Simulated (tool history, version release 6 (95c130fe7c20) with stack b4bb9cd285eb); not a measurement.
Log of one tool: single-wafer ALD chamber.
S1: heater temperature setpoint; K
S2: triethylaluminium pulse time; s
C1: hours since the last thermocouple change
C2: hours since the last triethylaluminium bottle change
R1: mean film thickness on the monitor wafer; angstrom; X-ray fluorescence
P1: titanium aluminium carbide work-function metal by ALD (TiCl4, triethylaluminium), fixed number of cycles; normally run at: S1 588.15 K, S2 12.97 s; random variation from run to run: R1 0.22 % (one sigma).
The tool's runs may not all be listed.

| run | hour | S1 | S2 | C1 | C2 | R1 |
|---|---|---|---|---|---|---|
| 1 | 6.8 | 588.15 | 12.97 | 528 | 369.4 | 21.79 |
| 2 | 12.2 | 588.15 | 17.63 | 533.4 | 374.8 | 22.012 |
| 3 | 19.9 | 588.15 | 12.97 | 541.1 | 382.5 | 21.81 |
| 4 | 25.6 | 604.15 | 6.6 | 546.8 | 388.2 | 21.066 |
| 5 | 33.8 | 574.15 | 12.97 | 555 | 396.4 | 20.495 |
| 6 | 40 | 588.15 | 12.97 | 561.2 | 402.6 | 21.777 |
| 7 | 46.1 | 608.15 | 12.97 | 567.3 | 408.7 | 23.594 |
| 8 | 51.4 | 588.15 | 12.97 | 572.6 | 414 | 21.777 |
| 9 | 55.8 | 588.15 | 6.46 | 577 | 418.4 | 19.695 |
| 10 | 59.6 | 588.15 | 12.97 | 580.8 | 422.2 | 21.753 |
| 11 | 67.6 | 599.15 | 4.71 | 588.8 | 430.2 | 18.507 |

The next listed run, before its measurement:
| 12 | 74 | 588.15 | 12.97 | 595.2 | 436.6 | ? |

Run 12 gave R1 21.72 angstrom.
